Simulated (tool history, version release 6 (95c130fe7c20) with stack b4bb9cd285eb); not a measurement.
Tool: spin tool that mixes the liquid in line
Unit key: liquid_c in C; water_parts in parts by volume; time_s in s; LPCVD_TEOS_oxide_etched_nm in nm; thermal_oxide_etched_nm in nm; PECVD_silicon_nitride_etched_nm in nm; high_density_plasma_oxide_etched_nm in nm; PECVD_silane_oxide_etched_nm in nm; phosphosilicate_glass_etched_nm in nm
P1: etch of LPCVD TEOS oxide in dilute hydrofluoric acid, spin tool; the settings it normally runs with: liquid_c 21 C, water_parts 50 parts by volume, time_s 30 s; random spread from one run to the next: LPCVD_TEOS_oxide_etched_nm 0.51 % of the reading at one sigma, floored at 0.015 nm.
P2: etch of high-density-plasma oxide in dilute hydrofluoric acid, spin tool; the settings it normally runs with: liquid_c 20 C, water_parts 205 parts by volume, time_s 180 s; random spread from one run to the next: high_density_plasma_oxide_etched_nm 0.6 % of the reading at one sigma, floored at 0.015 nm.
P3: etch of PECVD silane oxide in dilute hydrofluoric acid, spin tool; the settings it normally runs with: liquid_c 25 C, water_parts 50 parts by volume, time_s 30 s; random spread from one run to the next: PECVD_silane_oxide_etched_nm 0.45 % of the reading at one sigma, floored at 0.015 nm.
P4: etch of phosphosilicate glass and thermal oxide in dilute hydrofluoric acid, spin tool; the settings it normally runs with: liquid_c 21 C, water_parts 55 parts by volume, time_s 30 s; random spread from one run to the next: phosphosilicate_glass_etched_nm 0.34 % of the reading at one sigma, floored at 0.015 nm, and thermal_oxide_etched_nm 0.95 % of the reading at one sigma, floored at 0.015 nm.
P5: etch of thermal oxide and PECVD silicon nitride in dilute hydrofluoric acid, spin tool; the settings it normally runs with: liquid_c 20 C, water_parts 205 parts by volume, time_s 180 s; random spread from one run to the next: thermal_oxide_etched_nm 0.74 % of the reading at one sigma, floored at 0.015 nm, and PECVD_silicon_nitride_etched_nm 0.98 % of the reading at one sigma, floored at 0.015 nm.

| run | hour | process | liquid_c | water_parts | time_s | LPCVD_TEOS_oxide_etched_nm | thermal_oxide_etched_nm | PECVD_silicon_nitride_etched_nm | high_density_plasma_oxide_etched_nm | PECVD_silane_oxide_etched_nm | phosphosilicate_glass_etched_nm |
|---|---|---|---|---|---|---|---|---|---|---|---|
| 1 | 8.6 | P1 | 21 | 50 | 30 | 14.077 |  |  |  |  |  |
| 2 | 14.2 | P5 | 24 | 205 | 180 |  | 3.886 | 3.2106 |  |  |  |
| 3 | 21.9 | P1 | 21 | 50 | 30 | 14.123 |  |  |  |  |  |
| 4 | 27.2 | P2 | 20 | 205 | 180 |  |  |  | 3.4065 |  |  |
| 5 | 32.8 | P1 | 25.5 | 50 | 30 | 16.929 |  |  |  |  |  |
| 6 | 38.3 | P1 | 21 | 50 | 55 | 25.743 |  |  |  |  |  |
| 7 | 45.3 | P3 | 25 | 25 | 30 |  |  |  |  | 69.805 |  |
| 8 | 54.6 | P2 | 20 | 55 | 180 |  |  |  | 14.824 |  |  |
| 9 | 61.2 | P3 | 25 | 50 | 30 |  |  |  |  | 33.748 |  |
| 10 | 70.7 | P4 | 21 | 55 | 60 |  | 4.643 |  |  |  | 117.4 |
| 11 | 77.8 | P2 | 20 | 205 | 180 |  |  |  | 3.4064 |  |  |
| 12 | 84.7 | P1 | 21 | 50 | 30 | 14.185 |  |  |  |  |  |
| 13 | 89.5 | P4 | 21 | 90 | 30 |  | 1.3497 |  |  |  | 34.386 |
| 14 | 94.9 | P1 | 21 | 50 | 30 | 13.901 |  |  |  |  |  |
| 15 | 101.4 | P1 | 21 | 50 | 15 | 7.1011 |  |  |  |  |  |
| 16 | 106.1 | P2 | 17 | 205 | 180 |  |  |  | 3.0511 |  |  |
|  | 108.1 | hydrofluoric acid flow meter replaced |
| 17 | 112.2 | P5 | 20 | 310 | 180 |  | 2.011 | 1.6794 |  |  |  |
| 18 | 120.7 | P5 | 20 | 205 | 180 |  | 3.2758 | 2.5125 |  |  |  |
| 19 | 126.1 | P5 | 20 | 205 | 35 |  | 0.64646 | 0.49577 |  |  |  |
| 20 | 134.4 | P5 | 20 | 205 | 180 |  | 3.2642 | 2.5428 |  |  |  |
| 21 | 141.9 | P2 | 20 | 205 | 15 |  |  |  | 0.28328 |  |  |
| 22 | 147.3 | P1 | 17 | 50 | 30 | 11.847 |  |  |  |  |  |
| 23 | 154.6 | P4 | 17 | 55 | 30 |  | 1.9128 |  |  |  | 49.471 |
| 24 | 161.7 | P3 | 21.5 | 50 | 30 |  |  |  |  | 29.19 |  |
| 25 | 171.3 | P1 | 21 | 20 | 50 | 61.382 |  |  |  |  |  |
| 26 | 176.7 | P4 | 21 | 55 | 30 |  | 2.2939 |  |  |  | 58.699 |

Run 27 comes next. What will it give?
| 27 | 181.9 | P1 | 21 | 20 | 30 | ? |  |  |  |  |  |

{"run 27": {"LPCVD_TEOS_oxide_etched_nm": 36.444}}

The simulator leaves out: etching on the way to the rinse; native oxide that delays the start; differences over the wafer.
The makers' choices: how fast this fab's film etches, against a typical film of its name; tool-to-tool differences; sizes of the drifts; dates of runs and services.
